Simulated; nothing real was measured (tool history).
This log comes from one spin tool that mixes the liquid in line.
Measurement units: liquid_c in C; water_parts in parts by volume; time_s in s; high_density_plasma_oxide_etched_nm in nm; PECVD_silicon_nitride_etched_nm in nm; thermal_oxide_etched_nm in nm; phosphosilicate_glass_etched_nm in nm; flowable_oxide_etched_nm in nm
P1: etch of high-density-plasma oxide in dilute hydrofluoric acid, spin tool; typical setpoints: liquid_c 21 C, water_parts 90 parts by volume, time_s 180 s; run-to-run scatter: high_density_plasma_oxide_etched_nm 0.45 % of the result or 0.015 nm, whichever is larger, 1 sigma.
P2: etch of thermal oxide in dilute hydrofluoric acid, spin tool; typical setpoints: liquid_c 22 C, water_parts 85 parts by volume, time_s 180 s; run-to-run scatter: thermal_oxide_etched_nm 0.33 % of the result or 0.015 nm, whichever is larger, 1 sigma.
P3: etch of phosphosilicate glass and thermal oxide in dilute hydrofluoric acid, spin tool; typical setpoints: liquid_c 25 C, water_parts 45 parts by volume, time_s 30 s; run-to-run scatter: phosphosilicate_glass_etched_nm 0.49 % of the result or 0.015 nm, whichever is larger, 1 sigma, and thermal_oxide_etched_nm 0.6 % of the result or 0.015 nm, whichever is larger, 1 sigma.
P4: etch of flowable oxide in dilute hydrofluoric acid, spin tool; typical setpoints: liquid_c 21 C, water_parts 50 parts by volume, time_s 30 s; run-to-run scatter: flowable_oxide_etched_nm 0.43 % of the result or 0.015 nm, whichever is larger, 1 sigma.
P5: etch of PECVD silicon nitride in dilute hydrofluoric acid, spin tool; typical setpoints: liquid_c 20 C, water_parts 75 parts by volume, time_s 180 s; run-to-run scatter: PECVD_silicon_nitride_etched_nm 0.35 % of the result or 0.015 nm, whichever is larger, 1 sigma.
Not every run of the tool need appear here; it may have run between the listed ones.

run,day,process,liquid_c,water_parts,time_s,high_density_plasma_oxide_etched_nm,PECVD_silicon_nitride_etched_nm,thermal_oxide_etched_nm,phosphosilicate_glass_etched_nm,flowable_oxide_etched_nm
1,0.179,P1,21,90,180,8.94220,,,,
2,0.283,P1,21,160,15,0.37875,,,,
3,0.412,P5,20,75,325,,12.8230,,,
4,0.554,P1,21,90,300,14.90900,,,,
5,0.650,P1,27,90,180,11.30100,,,,
6,0.800,P1,21,90,180,8.91750,,,,
7,0.975,P2,22,85,80,,,4.0036,,
8,1.121,P3,25,45,30,,,3.7811,107.520,
9,1.225,P5,20,75,180,,7.1011,,,
10,1.371,P2,22,130,180,,,5.6410,,
11,1.533,P3,31,45,30,,,4.7908,135.900,
12,1.662,P1,17,90,180,7.60010,,,,
13,1.783,P2,22,85,180,,,9.0187,,
14,1.879,P2,22,85,180,,,9.1019,,
15,2.038,P1,21,20,180,43.99400,,,,
16,2.167,P4,21,50,50,,,,,25.333
17,2.254,P4,21,50,30,,,,,15.265
18,2.433,P4,17,50,30,,,,,12.774
19,2.596,P1,21,150,180,5.00530,,,,
20,2.767,P2,26,85,180,,,10.6440,,
# day 2.850: hydrofluoric acid flow meter replaced
21,2.912,P4,21,25,30,,,,,31.272
22,3.062,P3,25,45,15,,,1.8676,53.751,
23,3.242,P5,17,75,180,,5.7442,,,
24,3.321,P1,21,90,15,0.73588,,,,
25,3.483,P1,21,90,180,9.00100,,,,
26,3.608,P1,21,90,180,9.02690,,,,
27,3.754,P5,20,35,180,,14.9520,,,
28,3.900,P4,21,50,30,,,,,15.211
29,3.979,P3,25,65,30,,,2.5335,71.952,
30,4.092,P1,21,90,180,9.01770,,,,
31,4.242,P1,21,90,180,8.70260,,,,
32,4.354,P1,21,90,180,8.54360,,,,
33,4.525,P1,21,90,180,8.35330,,,,
34,4.612,P1,21,90,180,8.35390,,,,
35,4.783,P1,21,90,180,8.34640,,,,
36,4.917,P1,21,90,180,8.23810,,,,
37,5.017,P1,21,90,180,8.28850,,,,
38,5.158,P1,21,90,180,8.28670,,,,
39,5.267,P1,21,90,180,8.33380,,,,

The log shows P1 creeping away from where it was. Any of the 2 causes listed here, at the size stated for it, fits the log just as well as the others:
A: hydrofluoric acid flow below the setpoint (%) = 6.72
B: liquid colder than its thermometer reads (K) = 1.87
The process output started creeping at around day 4.092.

The check runs listed below each take one wafer, and their results are still question marks. Under which run would the listed causes lead to clearly different results?
check 1,5.375,P4,21,50,30,,,,,?
check 2,5.375,P5,20,75,180,,?,,,
check 3,5.375,P3,25,45,30,,,?,?,
check 4,5.375,P2,22,85,180,,,?,,

How each check would come out, cause by cause:
check,result,if A,if B
check 1,flowable_oxide_etched_nm,14.080,14.003
check 2,PECVD_silicon_nitride_etched_nm,6.6264,6.2301
check 3,thermal_oxide_etched_nm,3.5038,3.4923
check 3,phosphosilicate_glass_etched_nm,99.624,99.298
check 4,thermal_oxide_etched_nm,8.3775,8.3773
Separation of the two closest causes in each check, using whichever result separates them best: check 1 0.54 %; check 2 6.17 %; check 3 0.33 %; check 4 0 %
Check 2 is the one run that separates the causes; every other check would come out nearly the same whichever cause is at work.

Check 2 was carried out, with these results: PECVD_silicon_nitride_etched_nm 6.2434 nm. Which of the listed causes is responsible?

The correct cause is B, namely: liquid colder than its thermometer reads (K).
